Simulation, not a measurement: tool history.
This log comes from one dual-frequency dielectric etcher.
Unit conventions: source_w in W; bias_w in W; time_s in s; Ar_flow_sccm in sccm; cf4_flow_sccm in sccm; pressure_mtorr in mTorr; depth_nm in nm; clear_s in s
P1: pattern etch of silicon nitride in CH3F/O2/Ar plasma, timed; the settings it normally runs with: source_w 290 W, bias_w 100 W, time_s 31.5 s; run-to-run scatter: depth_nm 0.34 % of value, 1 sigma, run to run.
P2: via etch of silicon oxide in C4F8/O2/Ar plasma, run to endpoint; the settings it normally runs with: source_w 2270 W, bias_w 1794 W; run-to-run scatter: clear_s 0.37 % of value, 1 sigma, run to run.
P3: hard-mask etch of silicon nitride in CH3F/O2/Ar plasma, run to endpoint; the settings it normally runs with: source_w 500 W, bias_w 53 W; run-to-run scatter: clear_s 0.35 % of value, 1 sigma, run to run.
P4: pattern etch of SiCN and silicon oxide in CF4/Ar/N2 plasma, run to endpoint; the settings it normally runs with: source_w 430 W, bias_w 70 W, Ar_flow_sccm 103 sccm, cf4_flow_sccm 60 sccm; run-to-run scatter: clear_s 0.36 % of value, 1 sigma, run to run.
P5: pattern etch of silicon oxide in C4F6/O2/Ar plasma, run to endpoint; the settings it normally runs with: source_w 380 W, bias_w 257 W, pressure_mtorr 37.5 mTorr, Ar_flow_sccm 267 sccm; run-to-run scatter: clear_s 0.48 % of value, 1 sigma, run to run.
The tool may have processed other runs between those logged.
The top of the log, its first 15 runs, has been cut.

run	hour	process	source_w	bias_w	time_s	Ar_flow_sccm	cf4_flow_sccm	pressure_mtorr	hours since the last wet clean	hours since the last source power generator calibration	hours since the last bias power generator calibration	depth_nm	clear_s
16	107.0	P1	190	100	31.5				621.3	665.1	2510.6	19.298	
17	114.0	P1	290	100	31.5				628.3	672.1	2517.6	22.786	
18	123.5	P4	430	57		103	60		637.8	681.6	2527.1		11.9840
19	127.7	P1	290	100	31.5				642.0	685.8	2531.3	22.751	
20	133.8	P5	380	257		170		37.5	648.1	691.9	2537.4		7.9117
21	143.3	P1	290	100	31.5				657.6	701.4	2546.9	22.845	
22	149.7	P1	390	120	31.5				664.0	707.8	2553.3	27.111	
23	158.2	P2	2270	1794					672.5	716.3	2561.8		188.8700
24	163.0	P3	300	53					677.3	721.1	2566.6		79.7930
25	168.1	P4	430	70		103	84		682.4	726.2	2571.7		10.5890
# hour 174.0: source power generator calibrated
26	175.8	P4	430	70		103	60		690.1	1.8	2579.4		11.1270
27	183.1	P5	380	191		267		37.5	697.4	9.1	2586.7		9.2038
28	187.3	P5	550	257		267		37.5	701.6	13.3	2590.9		7.2878

Run 29 has not been measured yet. What should we expect?
# hour 192.7: bias power generator calibrated
29	196.1	P1	290	81	31.5				710.4	22.1	3.4	?	

Logged for run 29: depth_nm 21.040 nm.
